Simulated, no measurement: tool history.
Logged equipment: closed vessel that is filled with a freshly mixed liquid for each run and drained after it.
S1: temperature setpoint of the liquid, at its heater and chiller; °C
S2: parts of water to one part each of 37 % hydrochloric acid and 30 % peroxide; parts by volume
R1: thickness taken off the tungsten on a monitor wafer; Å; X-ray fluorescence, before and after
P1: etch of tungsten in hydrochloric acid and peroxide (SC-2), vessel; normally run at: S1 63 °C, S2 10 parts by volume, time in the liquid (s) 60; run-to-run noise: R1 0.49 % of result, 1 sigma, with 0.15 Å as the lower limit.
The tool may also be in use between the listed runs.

Run 1, hour 4: S1 63 °C, S2 10 parts by volume, time in the liquid (s) 60. Result: R1 293.81 Å.
Run 2, hour 10.4: S1 63 °C, S2 10 parts by volume, time in the liquid (s) 60. Result: R1 294.06 Å.
Run 3, hour 13.9: S1 63 °C, S2 10 parts by volume, time in the liquid (s) 60. Result: R1 294.47 Å.
At hour 15.4: chemicals flow meter replaced.
Run 4, hour 18.1: S1 63 °C, S2 10 parts by volume, time in the liquid (s) 105. Result: R1 512.45 Å.
Run 5, hour 25.7: S1 63 °C, S2 10 parts by volume, time in the liquid (s) 60. Result: R1 295.57 Å.
Run 6, hour 30.4: S1 63 °C, S2 10 parts by volume, time in the liquid (s) 60. Result: R1 296.05 Å.
Run 7, hour 36.5: S1 63 °C, S2 10 parts by volume, time in the liquid (s) 30. Result: R1 147.87 Å.
Run 8, hour 42.1: S1 72 °C, S2 10 parts by volume, time in the liquid (s) 60. Result: R1 505.02 Å.
Run 9, hour 46.6: S1 47.5 °C, S2 10 parts by volume, time in the liquid (s) 60. Result: R1 108.83 Å.
At hour 49.9: new drum of peroxide connected.
Run 10, hour 52.2: S1 63 °C, S2 17.5 parts by volume, time in the liquid (s) 60. Result: R1 180.29 Å.
Run 11, hour 57: S1 63 °C, S2 6.5 parts by volume, time in the liquid (s) 110. Result: R1 759.76 Å.
Run 12, hour 60.6: S1 63 °C, S2 4 parts by volume, time in the liquid (s) 60. Result: R1 584.49 Å.
Run 13, hour 66.1: S1 63 °C, S2 10 parts by volume, time in the liquid (s) 60. Result: R1 294.98 Å.

Run 14 comes next. What will it give?
Run 14, hour 72.4: S1 63 °C, S2 10 parts by volume, time in the liquid (s) 60. Result: R1 ?.

{"run 14": {"R1": 310.88}}
